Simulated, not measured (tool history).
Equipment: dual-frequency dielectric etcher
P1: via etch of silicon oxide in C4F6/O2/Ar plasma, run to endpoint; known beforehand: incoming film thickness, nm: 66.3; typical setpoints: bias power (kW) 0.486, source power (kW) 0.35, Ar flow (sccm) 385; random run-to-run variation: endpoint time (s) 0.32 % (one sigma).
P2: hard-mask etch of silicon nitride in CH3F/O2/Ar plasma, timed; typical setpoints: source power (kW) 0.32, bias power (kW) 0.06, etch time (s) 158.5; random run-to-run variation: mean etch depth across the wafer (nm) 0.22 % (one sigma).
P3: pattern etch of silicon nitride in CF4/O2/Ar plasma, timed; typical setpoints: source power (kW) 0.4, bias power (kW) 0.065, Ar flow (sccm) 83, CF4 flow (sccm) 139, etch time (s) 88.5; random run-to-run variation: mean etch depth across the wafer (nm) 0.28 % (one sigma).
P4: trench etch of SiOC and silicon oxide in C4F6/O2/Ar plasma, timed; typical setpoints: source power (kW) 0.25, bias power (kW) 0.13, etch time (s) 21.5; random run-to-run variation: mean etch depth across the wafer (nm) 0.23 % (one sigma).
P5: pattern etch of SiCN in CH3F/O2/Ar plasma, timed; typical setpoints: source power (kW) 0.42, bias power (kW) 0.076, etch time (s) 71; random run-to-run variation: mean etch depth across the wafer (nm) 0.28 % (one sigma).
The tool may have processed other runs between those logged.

| run | day | process that ran | bias power (kW) | source power (kW) | Ar flow (sccm) | etch time (s) | CF4 flow (sccm) | hours since the last wet clean | hours since the last bias power generator calibration | hours since the last source power generator calibration | hours since the last Ar flow controller change | endpoint time (s) | mean etch depth across the wafer (nm) |
|---|---|---|---|---|---|---|---|---|---|---|---|---|---|
| 1 | 0.346 | P1 | 0.486 | 0.35 | 385 |  |  | 269 | 870.8 | 249.9 | 352.5 | 16.136 |  |
| 2 | 0.692 | P1 | 0.486 | 0.35 | 282 |  |  | 277.3 | 879.1 | 258.2 | 360.8 | 15.635 |  |
| 3 | 0.879 | P5 | 0.076 | 0.42 |  | 39.5 |  | 281.8 | 883.6 | 262.7 | 365.3 |  | 15.121 |
| 4 | 1.183 | P1 | 0.486 | 0.35 | 385 |  |  | 289.1 | 890.9 | 270 | 372.6 | 16.122 |  |
| 5 | 1.533 | P3 | 0.045 | 0.4 | 83 | 88.5 | 139 | 297.5 | 899.3 | 278.4 | 381 |  | 144.21 |
| 6 | 1.892 | P1 | 0.634 | 0.35 | 385 |  |  | 306.1 | 907.9 | 287 | 389.6 | 14.544 |  |
| 7 | 2.221 | P2 | 0.038 | 0.32 |  | 158.5 |  | 314 | 915.8 | 294.9 | 397.5 |  | 81.25 |
| 8 | 2.558 | P1 | 0.486 | 0.28 | 385 |  |  | 322.1 | 923.9 | 303 | 405.6 | 17.507 |  |
| 9 | 2.762 | P3 | 0.065 | 0.4 | 83 | 88.5 | 139 | 327 | 928.8 | 307.9 | 410.5 |  | 165.71 |
| 10 | 3.042 | P2 | 0.06 | 0.32 |  | 158.5 |  | 333.7 | 935.5 | 314.6 | 417.2 |  | 93.304 |
| 11 | 3.238 | P5 | 0.058 | 0.42 |  | 71 |  | 338.4 | 940.2 | 319.3 | 421.9 |  | 24.786 |
| 12 | 3.508 | P3 | 0.065 | 0.4 | 83 | 88.5 | 139 | 344.9 | 946.7 | 325.8 | 428.4 |  | 165.35 |
| 13 | 3.892 | P5 | 0.076 | 0.51 |  | 71 |  | 354.1 | 955.9 | 335 | 437.6 |  | 29.136 |
| 14 | 4.208 | P3 | 0.065 | 0.54 | 83 | 88.5 | 139 | 361.7 | 963.5 | 342.6 | 445.2 |  | 215.24 |
| 15 | 4.571 | P1 | 0.486 | 0.48 | 474 |  |  | 370.4 | 972.2 | 351.3 | 453.9 | 14.54 |  |
| 16 | 4.917 | P3 | 0.065 | 0.4 | 83 | 48.5 | 139 | 378.7 | 980.5 | 359.6 | 462.2 |  | 90.266 |
| 17 | 5.146 | P1 | 0.486 | 0.35 | 481 |  |  | 384.2 | 986 | 365.1 | 467.7 | 16.423 |  |
| 18 | 5.446 | P1 | 0.578 | 0.46 | 385 |  |  | 391.4 | 993.2 | 372.3 | 474.9 | 13.595 |  |
| 19 | 5.742 | P5 | 0.076 | 0.42 |  | 71 |  | 398.5 | 1000.3 | 379.4 | 482 |  | 27.099 |
| 20 | 6.133 | P4 | 0.13 | 0.25 |  | 21.5 |  | 407.9 | 1009.7 | 388.8 | 491.4 |  | 31.535 |
| 21 | 6.388 | P3 | 0.065 | 0.4 | 56 | 88.5 | 139 | 414 | 1015.8 | 394.9 | 497.5 |  | 169.63 |
| 22 | 6.746 | P2 | 0.06 | 0.41 |  | 158.5 |  | 422.6 | 1024.4 | 403.5 | 506.1 |  | 102.84 |
| 23 | 7.021 | P1 | 0.363 | 0.35 | 385 |  |  | 429.2 | 1031 | 410.1 | 512.7 | 17.99 |  |
|  | 7.038 | source power generator calibrated |
| 24 | 7.233 | P4 | 0.095 | 0.25 |  | 21.5 |  | 434.3 | 1036.1 | 4.8 | 517.8 |  | 28.529 |
| 25 | 7.462 | P4 | 0.13 | 0.25 |  | 31 |  | 439.8 | 1041.6 | 10.3 | 523.3 |  | 45.134 |
| 26 | 7.767 | P3 | 0.065 | 0.4 | 83 | 88.5 | 191 | 447.1 | 1048.9 | 17.6 | 530.6 |  | 170.04 |
| 27 | 8.146 | P2 | 0.06 | 0.32 |  | 120.5 |  | 456.2 | 1058 | 26.7 | 539.7 |  | 71.256 |
| 28 | 8.529 | P1 | 0.486 | 0.35 | 385 |  |  | 465.4 | 1067.2 | 35.9 | 548.9 | 16.04 |  |
| 29 | 8.821 | P1 | 0.486 | 0.35 | 385 |  |  | 472.4 | 1074.2 | 42.9 | 555.9 | 16.022 |  |
| 30 | 9.067 | P4 | 0.13 | 0.34 |  | 21.5 |  | 478.3 | 1080.1 | 48.8 | 561.8 |  | 35.521 |
| 31 | 9.446 | P5 | 0.076 | 0.42 |  | 71 |  | 487.4 | 1089.2 | 57.9 | 570.9 |  | 26.994 |
| 32 | 9.658 | P1 | 0.486 | 0.47 | 385 |  |  | 492.5 | 1094.3 | 63 | 576 | 14.346 |  |
| 33 | 9.871 | P1 | 0.486 | 0.35 | 385 |  |  | 497.6 | 1099.4 | 68.1 | 581.1 | 16.036 |  |
| 34 | 10.05 | P1 | 0.486 | 0.35 | 385 |  |  | 501.9 | 1103.7 | 72.4 | 585.4 | 16.011 |  |
| 35 | 10.425 | P1 | 0.486 | 0.35 | 385 |  |  | 510.9 | 1112.7 | 81.4 | 594.4 | 15.869 |  |
| 36 | 10.796 | P1 | 0.486 | 0.35 | 385 |  |  | 519.8 | 1121.6 | 90.3 | 603.3 | 15.938 |  |
|  | 10.838 | wet clean of the chamber |
|  | 10.933 | Ar flow controller replaced |
| 37 | 10.988 | P1 | 0.486 | 0.35 | 385 |  |  | 3.6 | 1126.2 | 94.9 | 1.4 | 15.879 |  |
| 38 | 11.279 | P1 | 0.486 | 0.35 | 385 |  |  | 10.6 | 1133.2 | 101.9 | 8.4 | 15.863 |  |
| 39 | 11.517 | P1 | 0.486 | 0.35 | 385 |  |  | 16.3 | 1138.9 | 107.6 | 14.1 | 15.729 |  |
| 40 | 11.742 | P1 | 0.486 | 0.35 | 385 |  |  | 21.7 | 1144.3 | 113 | 19.5 | 15.783 |  |

The output of P1 has drifted from where it used to be. Each of the 2 causes below, taken at the size shown beside it, accounts for the log equally well:
A: source power that arrives over what is set, % = 4.4
B: bias power that arrives over what is set, % = 4.31
Creep in the process output first set in at about day 9.871.
The rest of the possible causes, and what rules out each one:
chamber walls in a state that raises the etch rate, %: work on it at day 10.838, done after the drift set in, did not restore what the process gave before
Ar flow that arrives under what is set, %: work on it at day 10.933, done after the drift set in, did not restore what the process gave before

Of the 4 check runs listed below, each run on one wafer and each result written as a question mark, which would let you distinguish the listed causes because they would give clearly different results?
| check 1 | 11.967 | P3 | 0.065 | 0.4 | 83 | 88.5 | 139 |  |  |  |  |  | ? |
| check 2 | 11.967 | P4 | 0.13 | 0.25 |  | 21.5 |  |  |  |  |  |  | ? |
| check 3 | 11.967 | P5 | 0.076 | 0.42 |  | 71 |  |  |  |  |  |  | ? |
| check 4 | 11.967 | P2 | 0.06 | 0.32 |  | 158.5 |  |  |  |  |  |  | ? |

What every check run would give for each of its results, assuming each possible cause in turn:
| check | result | if A | if B |
|---|---|---|---|
| check 1 | mean etch depth across the wafer (nm) | 171.47 | 167.83 |
| check 2 | mean etch depth across the wafer (nm) | 31.968 | 31.84 |
| check 3 | mean etch depth across the wafer (nm) | 27.483 | 27.454 |
| check 4 | mean etch depth across the wafer (nm) | 95.123 | 94.909 |
Minimum pairwise separation of causes per check, each pair taken at its best-separating result: check 1 2.15 %; check 2 0.4 %; check 3 0.11 %; check 4 0.22 %
Of the check runs offered, only check 1 discriminates between the causes; the rest would read about the same regardless of which cause applies.

The results of check 1 are: mean etch depth across the wafer (nm) 168.3. Based on these, which of the listed causes is it?

B is the cause: bias power that arrives over what is set, %.
